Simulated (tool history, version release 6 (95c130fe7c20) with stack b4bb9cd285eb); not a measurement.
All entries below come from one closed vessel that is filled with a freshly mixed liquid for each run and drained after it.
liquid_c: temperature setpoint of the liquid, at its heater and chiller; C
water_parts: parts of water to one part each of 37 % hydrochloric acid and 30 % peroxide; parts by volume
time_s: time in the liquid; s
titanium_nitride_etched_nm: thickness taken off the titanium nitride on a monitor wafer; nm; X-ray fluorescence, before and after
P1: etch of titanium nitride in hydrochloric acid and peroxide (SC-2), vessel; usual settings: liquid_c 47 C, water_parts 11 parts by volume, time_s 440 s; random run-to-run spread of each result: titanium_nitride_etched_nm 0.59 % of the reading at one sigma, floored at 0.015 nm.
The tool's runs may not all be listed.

run   hour  liquid_c  water_parts  time_s  hours since the thermometer was replaced  hours since the chemicals flow meter was replaced  hours since the drum of peroxide was connected  titanium_nitride_etched_nm
  1   10.3        47           11     440                                     595.6                                              223.7                                           980.3                      4.4956
  2     23        35           11     440                                     608.3                                              236.4                                             993                      1.9254
  3   35.2        40           11     655                                     620.5                                              248.6                                          1005.2                      4.1453
  4   44.4        47           11     440                                     629.7                                              257.8                                          1014.4                       4.488
  5     54        47           11      30                                     639.3                                              267.4                                            1024                     0.26369
  6   60.9        47           11     440                                     646.2                                              274.3                                          1030.9                      4.4795
  7   71.1      63.5           11     440                                     656.4                                              284.5                                          1041.1                      13.069
  8     77        47         19.5     440                                     662.3                                              290.4                                            1047                      2.7158
  9   84.6        47            4     440                                     669.9                                                298                                          1054.6                      9.7146
        85  -- thermometer replaced
 10   95.4        47           11     765                                      10.4                                              308.8                                          1065.4                      7.8265
 11  108.2        47           11     440                                      23.2                                              321.6                                          1078.2                      4.5104

The next listed run, before its measurement:
 12  120.1        47           11     440                                      35.1                                              333.5                                          1090.1                           ?

{"run 12": {"titanium_nitride_etched_nm": 4.4434}}
